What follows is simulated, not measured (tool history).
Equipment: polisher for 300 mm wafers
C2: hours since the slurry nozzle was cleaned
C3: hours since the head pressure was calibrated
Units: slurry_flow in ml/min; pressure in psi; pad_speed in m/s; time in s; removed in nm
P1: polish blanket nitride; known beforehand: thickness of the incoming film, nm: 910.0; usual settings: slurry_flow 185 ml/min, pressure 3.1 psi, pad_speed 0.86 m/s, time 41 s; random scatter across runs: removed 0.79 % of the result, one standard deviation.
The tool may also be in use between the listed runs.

{"run": 1, "day": 0.212, "slurry_flow": 185, "pressure": 3.1, "pad_speed": 0.86, "time": 41, "wafers polished on this pad": 196, "C2": 155.1, "C3": 153.0, "removed": 57.194}
{"run": 2, "day": 0.412, "slurry_flow": 185, "pressure": 3.1, "pad_speed": 0.86, "time": 41, "wafers polished on this pad": 227, "C2": 159.9, "C3": 157.8, "removed": 57.246}
{"run": 3, "day": 0.6, "slurry_flow": 185, "pressure": 3.1, "pad_speed": 0.86, "time": 62, "wafers polished on this pad": 256, "C2": 164.4, "C3": 162.3, "removed": 86.271}
{"run": 4, "day": 0.804, "slurry_flow": 285, "pressure": 3.1, "pad_speed": 0.86, "time": 41, "wafers polished on this pad": 288, "C2": 169.3, "C3": 167.2, "removed": 59.595}
{"run": 5, "day": 1.1, "slurry_flow": 185, "pressure": 3.1, "pad_speed": 0.38, "time": 41, "wafers polished on this pad": 334, "C2": 176.4, "C3": 174.3, "removed": 29.481}
{"run": 6, "day": 1.262, "slurry_flow": 110, "pressure": 3.1, "pad_speed": 0.86, "time": 41, "wafers polished on this pad": 359, "C2": 180.3, "C3": 178.2, "removed": 51.983}
{"run": 7, "day": 1.588, "slurry_flow": 185, "pressure": 4.3, "pad_speed": 0.86, "time": 41, "wafers polished on this pad": 409, "C2": 188.1, "C3": 186.0, "removed": 79.241}
{"run": 8, "day": 1.812, "slurry_flow": 185, "pressure": 1.5, "pad_speed": 0.86, "time": 41, "wafers polished on this pad": 444, "C2": 193.5, "C3": 191.4, "removed": 27.649}
{"run": 9, "day": 1.971, "slurry_flow": 185, "pressure": 3.1, "pad_speed": 0.86, "time": 41, "wafers polished on this pad": 469, "C2": 197.3, "C3": 195.2, "removed": 57.447}
{"run": 10, "day": 2.117, "slurry_flow": 185, "pressure": 3.1, "pad_speed": 0.86, "time": 21, "wafers polished on this pad": 491, "C2": 200.8, "C3": 198.7, "removed": 29.157}
{"run": 11, "day": 2.371, "slurry_flow": 185, "pressure": 3.1, "pad_speed": 0.86, "time": 41, "wafers polished on this pad": 531, "C2": 206.9, "C3": 204.8, "removed": 56.519}
{"run": 12, "day": 2.554, "slurry_flow": 185, "pressure": 1.7, "pad_speed": 0.6, "time": 41, "wafers polished on this pad": 559, "C2": 211.3, "C3": 209.2, "removed": 23.489}
{"run": 13, "day": 2.746, "slurry_flow": 185, "pressure": 3.1, "pad_speed": 1.28, "time": 41, "wafers polished on this pad": 589, "C2": 215.9, "C3": 213.8, "removed": 78.815}
{"run": 14, "day": 2.9, "slurry_flow": 185, "pressure": 3.1, "pad_speed": 0.86, "time": 41, "wafers polished on this pad": 613, "C2": 219.6, "C3": 217.5, "removed": 57.226}
{"run": 15, "day": 3.088, "slurry_flow": 185, "pressure": 3.1, "pad_speed": 0.86, "time": 41, "wafers polished on this pad": 642, "C2": 224.1, "C3": 222.0, "removed": 56.071}
{"run": 16, "day": 3.262, "slurry_flow": 185, "pressure": 3.1, "pad_speed": 0.86, "time": 41, "wafers polished on this pad": 669, "C2": 228.3, "C3": 226.2, "removed": 54.81}
{"run": 17, "day": 3.467, "slurry_flow": 185, "pressure": 3.1, "pad_speed": 0.86, "time": 41, "wafers polished on this pad": 700, "C2": 233.2, "C3": 231.1, "removed": 54.782}
{"run": 18, "day": 3.712, "slurry_flow": 185, "pressure": 3.1, "pad_speed": 0.86, "time": 41, "wafers polished on this pad": 739, "C2": 239.1, "C3": 237.0, "removed": 53.43}
{"day": 3.833, "done": "worn pad replaced by a new one"}
{"run": 19, "day": 3.996, "slurry_flow": 185, "pressure": 3.1, "pad_speed": 0.86, "time": 41, "wafers polished on this pad": 25, "C2": 245.9, "C3": 243.8, "removed": 54.123}
{"run": 20, "day": 4.2, "slurry_flow": 185, "pressure": 3.1, "pad_speed": 0.86, "time": 41, "wafers polished on this pad": 57, "C2": 250.8, "C3": 248.7, "removed": 53.882}

P1 no longer gives what it gave before; its output has crept away from where it was. The following 2 causes, each at its listed size, fit the log equally well:
A: head's pressure below its setpoint, % = 5.67
B: slurry flow missing at the pad, % = 29.3
The gradual shift began around day 2.900.
Excluded causes, each with its reason:
removal rate lost through wear of the pad, %: its service at day 3.833 followed the start of the drift and did not put the process back to its old value

The 4 check runs listed below each average the results of 3 wafers, and their outcomes are marked with question marks. Under which run would the listed causes produce clearly different results?
{"run": "check 1", "day": 4.404, "slurry_flow": 110, "pressure": 3.1, "pad_speed": 1.24, "time": 41, "removed": "?"}
{"run": "check 2", "day": 4.404, "slurry_flow": 185, "pressure": 3.1, "pad_speed": 0.42, "time": 25, "removed": "?"}
{"run": "check 3", "day": 4.404, "slurry_flow": 185, "pressure": 1.8, "pad_speed": 0.86, "time": 41, "removed": "?"}
{"run": "check 4", "day": 4.404, "slurry_flow": 185, "pressure": 3.1, "pad_speed": 0.66, "time": 41, "removed": "?"}

Expected result of each check under each candidate cause:
check=check_1 result=removed if_A=65.570 if_B=63.323
check=check_2 result=removed if_A=18.497 if_B=18.497
check=check_3 result=removed if_A=31.251 if_B=31.250
check=check_4 result=removed if_A=43.550 if_B=43.548
Minimum pairwise separation of causes per check, each pair taken at its best-separating result: check 1 3.49 %; check 2 0 %; check 3 0 %; check 4 0 %
Only in check 1 would the causes give clearly different results; in the remaining checks their results would be nearly the same.

After running check 1, the following was obtained: removed 65.778 nm. Which cause does this point to?

The cause is A: head's pressure below its setpoint, %.
